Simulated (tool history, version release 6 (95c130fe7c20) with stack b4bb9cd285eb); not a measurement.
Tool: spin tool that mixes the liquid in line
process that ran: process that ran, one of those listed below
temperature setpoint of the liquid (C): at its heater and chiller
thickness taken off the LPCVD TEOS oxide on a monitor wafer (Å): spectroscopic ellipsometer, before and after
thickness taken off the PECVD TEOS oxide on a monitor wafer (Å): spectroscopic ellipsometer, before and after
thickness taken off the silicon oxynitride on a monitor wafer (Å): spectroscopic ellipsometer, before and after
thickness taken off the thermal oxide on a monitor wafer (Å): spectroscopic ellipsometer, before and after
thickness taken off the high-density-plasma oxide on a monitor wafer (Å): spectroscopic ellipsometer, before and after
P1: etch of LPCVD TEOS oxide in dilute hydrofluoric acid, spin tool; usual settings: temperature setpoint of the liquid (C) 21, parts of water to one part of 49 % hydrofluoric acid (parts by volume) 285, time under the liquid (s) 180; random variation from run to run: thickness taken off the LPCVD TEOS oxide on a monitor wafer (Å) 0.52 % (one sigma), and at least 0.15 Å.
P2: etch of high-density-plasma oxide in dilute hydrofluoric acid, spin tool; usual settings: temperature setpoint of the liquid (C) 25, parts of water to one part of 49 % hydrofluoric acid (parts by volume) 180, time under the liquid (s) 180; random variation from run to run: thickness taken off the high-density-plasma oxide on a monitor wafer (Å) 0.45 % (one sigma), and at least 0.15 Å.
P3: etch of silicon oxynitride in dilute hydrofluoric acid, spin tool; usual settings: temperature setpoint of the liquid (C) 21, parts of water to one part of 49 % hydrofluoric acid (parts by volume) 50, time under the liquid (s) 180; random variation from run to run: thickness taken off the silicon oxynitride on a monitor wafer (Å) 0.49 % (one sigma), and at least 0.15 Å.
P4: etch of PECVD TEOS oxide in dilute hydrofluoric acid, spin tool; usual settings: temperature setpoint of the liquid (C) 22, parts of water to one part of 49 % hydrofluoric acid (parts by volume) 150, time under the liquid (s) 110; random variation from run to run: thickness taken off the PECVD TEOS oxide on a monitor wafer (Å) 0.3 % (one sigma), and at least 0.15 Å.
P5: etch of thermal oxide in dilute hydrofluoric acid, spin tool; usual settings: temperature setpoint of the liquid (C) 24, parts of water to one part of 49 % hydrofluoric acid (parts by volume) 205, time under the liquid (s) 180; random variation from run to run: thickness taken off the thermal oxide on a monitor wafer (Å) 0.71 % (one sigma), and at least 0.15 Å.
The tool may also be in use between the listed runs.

| run | day | process that ran | temperature setpoint of the liquid (C) | parts of water to one part of 49 % hydrofluoric acid (parts by volume) | time under the liquid (s) | thickness taken off the LPCVD TEOS oxide on a monitor wafer (Å) | thickness taken off the PECVD TEOS oxide on a monitor wafer (Å) | thickness taken off the silicon oxynitride on a monitor wafer (Å) | thickness taken off the thermal oxide on a monitor wafer (Å) | thickness taken off the high-density-plasma oxide on a monitor wafer (Å) |
|---|---|---|---|---|---|---|---|---|---|---|
| 1 | 0.646 | P1 | 21 | 285 | 180 | 83.219 |  |  |  |  |
| 2 | 1.433 | P1 | 17.5 | 285 | 15 | 6.0943 |  |  |  |  |
| 3 | 2.175 | P1 | 21 | 285 | 15 | 7.2414 |  |  |  |  |
| 4 | 2.871 | P1 | 26.5 | 285 | 180 | 101.17 |  |  |  |  |
| 5 | 3.296 | P1 | 21 | 285 | 180 | 84.213 |  |  |  |  |
| 6 | 3.779 | P1 | 21 | 285 | 180 | 84.422 |  |  |  |  |
| 7 | 4.404 | P4 | 22 | 230 | 110 |  | 101.86 |  |  |  |
| 8 | 5.029 | P1 | 21 | 165 | 180 | 162.69 |  |  |  |  |
| 9 | 5.721 | P3 | 27.5 | 50 | 180 |  |  | 155.18 |  |  |
| 10 | 6.142 | P5 | 24 | 205 | 40 |  |  |  | 8.3413 |  |
| 11 | 6.596 | P4 | 22 | 150 | 110 |  | 168.63 |  |  |  |
| 12 | 7.379 | P2 | 25 | 180 | 320 |  |  |  |  | 85.413 |
| 13 | 7.962 | P4 | 29 | 150 | 110 |  | 218.66 |  |  |  |
| 14 | 8.675 | P1 | 21 | 285 | 180 | 83.289 |  |  |  |  |
| 15 | 9.342 | P2 | 18 | 180 | 180 |  |  |  |  | 36.524 |
| 16 | 9.929 | P3 | 21 | 70 | 180 |  |  | 79.342 |  |  |
| 17 | 10.471 | P1 | 21 | 475 | 180 | 42.634 |  |  |  |  |
| 18 | 11 | P5 | 29 | 205 | 180 |  |  |  | 44.433 |  |
| 19 | 11.529 | P5 | 24 | 345 | 180 |  |  |  | 19.37 |  |
| 20 | 12.242 | P1 | 17 | 285 | 180 | 72.365 |  |  |  |  |
| 21 | 12.775 | P5 | 24 | 205 | 180 |  |  |  | 37.652 |  |
| 22 | 13.412 | P1 | 21 | 435 | 270 | 71.83 |  |  |  |  |
| 23 | 14.142 | P3 | 21 | 50 | 180 |  |  | 114.14 |  |  |
| 24 | 14.904 | P1 | 21 | 285 | 345 | 161.78 |  |  |  |  |
| 25 | 15.642 | P1 | 21 | 285 | 180 | 83.912 |  |  |  |  |
| 26 | 16.383 | P3 | 21 | 50 | 95 |  |  | 59.783 |  |  |
| 27 | 17.112 | P4 | 22 | 150 | 20 |  | 30.357 |  |  |  |
| 28 | 17.5 | P2 | 25 | 310 | 180 |  |  |  |  | 24.154 |
| 29 | 17.933 | P2 | 25 | 180 | 180 |  |  |  |  | 48.22 |
| 30 | 18.546 | P1 | 21 | 285 | 180 | 83.735 |  |  |  |  |
| 31 | 19.308 | P1 | 21 | 285 | 180 | 87.917 |  |  |  |  |
| 32 | 19.975 | P1 | 21 | 285 | 180 | 88.917 |  |  |  |  |
| 33 | 20.4 | P1 | 21 | 285 | 180 | 89.646 |  |  |  |  |
| 34 | 21.117 | P1 | 21 | 285 | 180 | 89.489 |  |  |  |  |
| 35 | 21.475 | P1 | 21 | 285 | 180 | 89.927 |  |  |  |  |
| 36 | 21.888 | P1 | 21 | 285 | 180 | 90.397 |  |  |  |  |

What P1 gives has crept away from where it was. These 2 causes fit the log equally well, each at the size given:
A: liquid hotter than its thermometer reads (K) = 2.09
B: hydrofluoric acid flow above the setpoint (%) = 6.14
The creep began at about day 18.546.

4 check runs are offered, one wafer each, their results left as question marks. Which one tells the causes apart?
| check 1 | 22.3 | P2 | 25 | 305 | 305 |  |  |  |  | ? |
| check 2 | 22.3 | P4 | 26 | 150 | 50 |  | ? |  |  |  |
| check 3 | 22.3 | P5 | 24 | 205 | 45 |  |  |  | ? |  |
| check 4 | 22.3 | P3 | 25.5 | 50 | 180 |  |  | ? |  |  |

What each check would give under each cause:
| check | result | if A | if B |
|---|---|---|---|
| check 1 | thickness taken off the high-density-plasma oxide on a monitor wafer (Å) | 45.098 | 45.398 |
| check 2 | thickness taken off the PECVD TEOS oxide on a monitor wafer (Å) | 96.638 | 95.926 |
| check 3 | thickness taken off the thermal oxide on a monitor wafer (Å) | 10.142 | 10.104 |
| check 4 | thickness taken off the silicon oxynitride on a monitor wafer (Å) | 155.98 | 150.18 |
How far apart the two closest causes lie, in the result that separates them most: check 1 0.66 %; check 2 0.74 %; check 3 0.37 %; check 4 3.8 %
Only check 4 tells the causes apart: in the others they would give nearly the same result.

Check 4 was then run and gave: thickness taken off the silicon oxynitride on a monitor wafer (Å) 157.83. Which cause is it?

It is A: liquid hotter than its thermometer reads (K).

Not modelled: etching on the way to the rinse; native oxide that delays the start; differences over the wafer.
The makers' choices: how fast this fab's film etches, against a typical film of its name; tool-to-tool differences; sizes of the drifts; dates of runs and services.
